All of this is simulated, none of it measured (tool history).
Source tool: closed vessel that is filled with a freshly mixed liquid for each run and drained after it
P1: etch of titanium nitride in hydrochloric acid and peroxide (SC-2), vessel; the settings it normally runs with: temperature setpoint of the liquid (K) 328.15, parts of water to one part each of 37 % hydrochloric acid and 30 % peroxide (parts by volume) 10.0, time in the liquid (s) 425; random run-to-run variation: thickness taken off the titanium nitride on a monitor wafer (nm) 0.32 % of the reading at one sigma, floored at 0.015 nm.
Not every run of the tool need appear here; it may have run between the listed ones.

run   hour  temperature setpoint of the liquid (K)  parts of water to one part each of 37 % hydrochloric acid and 30 % peroxide (parts by volume)  time in the liquid (s)  thickness taken off the titanium nitride on a monitor wafer (nm)
  1   14.1                                  328.15                                                                                           10.0                     425                                                           28.0300
  2   23.1                                  328.15                                                                                           10.0                      30                                                            1.9959
  3   32.5                                  328.15                                                                                            4.0                     425                                                           55.9780
  4   42.4                                  328.15                                                                                           10.0                     425                                                           28.0200
  5   58.7                                  328.15                                                                                           10.0                     425                                                           28.2130
  6   68.5                                  328.15                                                                                           10.0                     425                                                           27.9790
  7   83.0                                  328.15                                                                                           18.5                     425                                                           16.4210
  8   97.3                                  312.15                                                                                           10.0                     170                                                            3.8035
  9  106.8                                  313.15                                                                                           10.0                     425                                                           10.0690
 10  121.9                                  316.15                                                                                           10.0                     255                                                            7.5640
 11  141.1                                  328.15                                                                                           10.0                     425                                                           28.0900
 12  150.2                                  344.65                                                                                           10.0                     425                                                           77.4550
 13  166.8                                  328.15                                                                                           10.0                     425                                                           28.0940
 14  184.3                                  338.65                                                                                           18.0                     425                                                           32.4690
 15  202.1                                  328.15                                                                                           10.0                     425                                                           27.9440
 16  216.0                                  328.15                                                                                           10.0                     820                                                           54.3890
 17  228.6                                  328.15                                                                                           10.0                     425                                                           27.9000
 18  237.6                                  328.15                                                                                           10.0                     425                                                           29.0940
 19  248.5                                  328.15                                                                                           10.0                     425                                                           29.7640
 20  264.5                                  328.15                                                                                           10.0                     425                                                           30.3830
 21  273.3                                  328.15                                                                                           10.0                     425                                                           30.2520
 22  286.6                                  328.15                                                                                           10.0                     425                                                           30.5760
 23  295.3                                  328.15                                                                                           10.0                     425                                                           30.5210
 24  311.6                                  328.15                                                                                           10.0                     425                                                           30.7400

What P1 gives has crept off from where it sat before. The 2 causes that follow fit the log equally well, each at the size noted:
A: liquid hotter than its thermometer reads (K) = 1.41
B: chemicals flow above the setpoint (%) = 11.6
The creep began at about hour 228.6.
All other causes, with the reason each is excluded:
peroxide weaker than its label (%): 8 at the very most, moving thickness taken off the titanium nitride on a monitor wafer (nm) by -7.4 %, which is either too weak or the wrong sign

Which of the check runs below tells the causes apart, meaning the causes would give it clearly different results? Each run uses 2 wafers whose results are averaged, and each result is shown as a question mark.
check 1  327.9                                  338.65                                                                                           10.0                      35                                                                 ?
check 2  327.9                                  319.65                                                                                            4.5                     425                                                                 ?
check 3  327.9                                  321.15                                                                                           10.0                     425                                                                 ?
check 4  327.9                                  318.15                                                                                           10.0                      60                                                                 ?

Check results expected under each cause:
  check                                                            result     if A     if B
check 1  thickness taken off the titanium nitride on a monitor wafer (nm)   4.8587   4.8846
check 2  thickness taken off the titanium nitride on a monitor wafer (nm)  32.4250  31.7530
check 3  thickness taken off the titanium nitride on a monitor wafer (nm)  19.4270  19.3460
check 4  thickness taken off the titanium nitride on a monitor wafer (nm)   2.2396   2.2262
Per check, the gap between the least separated pair of causes, taken in the result that splits them most: check 1 0.53 %; check 2 2.09 %; check 3 0.42 %; check 4 0.6 %
Only in check 2 would the causes give clearly different results; in the remaining checks their results would be nearly the same.

Then check 2 was run and gave: thickness taken off the titanium nitride on a monitor wafer (nm) 31.6910. Which cause is it?

The cause is B: chemicals flow above the setpoint (%).

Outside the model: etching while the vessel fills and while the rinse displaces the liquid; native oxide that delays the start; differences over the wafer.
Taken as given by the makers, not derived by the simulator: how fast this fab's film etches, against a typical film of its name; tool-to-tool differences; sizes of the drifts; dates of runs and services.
